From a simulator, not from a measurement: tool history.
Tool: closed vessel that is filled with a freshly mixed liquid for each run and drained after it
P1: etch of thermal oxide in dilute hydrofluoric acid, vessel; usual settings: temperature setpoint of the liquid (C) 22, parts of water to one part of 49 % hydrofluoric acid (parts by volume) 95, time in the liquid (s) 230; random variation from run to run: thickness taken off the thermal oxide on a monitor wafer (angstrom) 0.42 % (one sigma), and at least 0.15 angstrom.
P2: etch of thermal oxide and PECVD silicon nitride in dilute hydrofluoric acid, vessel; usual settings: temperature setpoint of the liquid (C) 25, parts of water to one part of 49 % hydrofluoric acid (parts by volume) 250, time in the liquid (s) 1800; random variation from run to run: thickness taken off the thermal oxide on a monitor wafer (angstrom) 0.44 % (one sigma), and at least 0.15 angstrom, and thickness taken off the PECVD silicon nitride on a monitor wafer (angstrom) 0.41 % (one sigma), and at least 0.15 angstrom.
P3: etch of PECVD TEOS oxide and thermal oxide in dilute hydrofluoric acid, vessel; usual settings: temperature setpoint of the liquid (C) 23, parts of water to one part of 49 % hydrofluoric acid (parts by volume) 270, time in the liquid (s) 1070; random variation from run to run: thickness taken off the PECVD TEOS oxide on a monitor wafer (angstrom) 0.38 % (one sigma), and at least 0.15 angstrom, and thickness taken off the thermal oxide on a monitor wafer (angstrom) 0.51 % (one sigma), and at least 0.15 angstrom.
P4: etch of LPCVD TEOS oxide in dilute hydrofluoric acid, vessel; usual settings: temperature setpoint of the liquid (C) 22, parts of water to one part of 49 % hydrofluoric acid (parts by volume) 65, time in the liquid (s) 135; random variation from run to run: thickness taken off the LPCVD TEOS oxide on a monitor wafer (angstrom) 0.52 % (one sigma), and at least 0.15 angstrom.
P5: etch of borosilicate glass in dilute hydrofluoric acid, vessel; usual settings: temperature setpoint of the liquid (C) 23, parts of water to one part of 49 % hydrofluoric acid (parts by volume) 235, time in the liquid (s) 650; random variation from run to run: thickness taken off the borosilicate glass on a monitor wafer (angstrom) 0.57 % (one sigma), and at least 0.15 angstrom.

run	hour	process that ran	temperature setpoint of the liquid (C)	parts of water to one part of 49 % hydrofluoric acid (parts by volume)	time in the liquid (s)	thickness taken off the thermal oxide on a monitor wafer (angstrom)	thickness taken off the borosilicate glass on a monitor wafer (angstrom)	thickness taken off the PECVD TEOS oxide on a monitor wafer (angstrom)	thickness taken off the LPCVD TEOS oxide on a monitor wafer (angstrom)	thickness taken off the PECVD silicon nitride on a monitor wafer (angstrom)
1	4.6	P1	22	95	230	106.12				
2	8.2	P1	22	95	230	107.03				
3	12.3	P1	30.5	95	230	148.52				
4	16.1	P5	23	355	650		352.84			
5	18.7	P1	22	95	230	107.02				
6	23.4	P3	23	270	1070	149.28		267.71		
# hour 26.3: thermometer replaced
7	28.1	P4	22	20	135				1676.6	
8	31.5	P1	22	145	230	66.429				
9	36.2	P3	23	45	1070	1153.1		2067.5		
10	39.5	P5	17	235	650		474.44			
11	44.5	P5	23	235	650		593.65			
12	49.6	P3	23	270	30	4.2095		7.7081		
13	53.7	P2	29	250	1800	331.71				558.82
14	58.5	P1	17	95	230	87.485				
15	61.1	P4	22	65	135				485.01	
16	64	P4	29	65	135				646.77	
17	67.6	P1	22	95	400	187.01				
18	71.9	P1	22	95	230	106				
19	76.4	P1	22	95	230	106.82				
20	80.4	P2	25	250	340	54.668				82.244
21	85.5	P1	22	20	230	556.79				
22	89.4	P1	22	145	30	8.6462				
23	93.5	P3	29.5	270	1070	188.89		336.35		
24	98.2	P1	22	95	100	46.32				
25	100.8	P4	22	65	195				702.7	
26	106.2	P2	25	250	1800	288.74				440.71
27	108.6	P1	22	95	230	107.62				
28	112.3	P1	26.5	95	85	47.227				
29	116.6	P5	23	235	650		589.81			
30	121.6	P2	25	50	1800	1831.8				2163.1
31	125.2	P5	23	235	1210		1109.4			
32	128.7	P3	23	270	1070	150.12		268.19		
33	133.9	P1	22	95	230	106.93				
34	138	P1	22	95	230	110.45				
35	141	P1	22	95	230	112.41				
36	143.6	P1	22	95	230	113.01				
37	146.8	P1	22	95	230	114.85				
38	149.8	P1	22	95	230	115.2				
39	155.4	P1	22	95	230	114.96				
40	160.6	P1	22	95	230	116.36				
41	164.5	P1	22	95	230	115.72				
42	168.2	P1	22	95	230	116.29				
43	170.9	P1	22	95	230	116.76				

What P1 gives has crept away from where it was. These 2 causes fit the log equally well, each at the size given:
A: hydrofluoric acid flow above the setpoint (%) = 7.67
B: liquid hotter than its thermometer reads (K) = 2.05
The creep began at about hour 133.9.

4 check runs are offered, one wafer each, their results left as question marks. Which one tells the causes apart?
check 1	173.6	P4	22	20	135				?	
check 2	173.6	P2	25	155	385	?				?
check 3	173.6	P3	23	95	195	?		?		
check 4	173.6	P5	17	235	650		?			

What each check would give under each cause:
check	result	if A	if B
check 1	thickness taken off the LPCVD TEOS oxide on a monitor wafer (angstrom)	1818.7	1840.1
check 2	thickness taken off the thermal oxide on a monitor wafer (angstrom)	120.7	119.46
check 2	thickness taken off the PECVD silicon nitride on a monitor wafer (angstrom)	162.86	172.29
check 3	thickness taken off the thermal oxide on a monitor wafer (angstrom)	101.69	101.63
check 3	thickness taken off the PECVD TEOS oxide on a monitor wafer (angstrom)	182.28	182.16
check 4	thickness taken off the borosilicate glass on a monitor wafer (angstrom)	517.34	512.46
How far apart the two closest causes lie, in the result that separates them most: check 1 1.17 %; check 2 5.63 %; check 3 0.07 %; check 4 0.95 %
Only check 2 tells the causes apart: in the others they would give nearly the same result.

Check 2 was then run and gave: thickness taken off the thermal oxide on a monitor wafer (angstrom) 121.67; thickness taken off the PECVD silicon nitride on a monitor wafer (angstrom) 163.89. Which cause is it?

It is A: hydrofluoric acid flow above the setpoint (%).

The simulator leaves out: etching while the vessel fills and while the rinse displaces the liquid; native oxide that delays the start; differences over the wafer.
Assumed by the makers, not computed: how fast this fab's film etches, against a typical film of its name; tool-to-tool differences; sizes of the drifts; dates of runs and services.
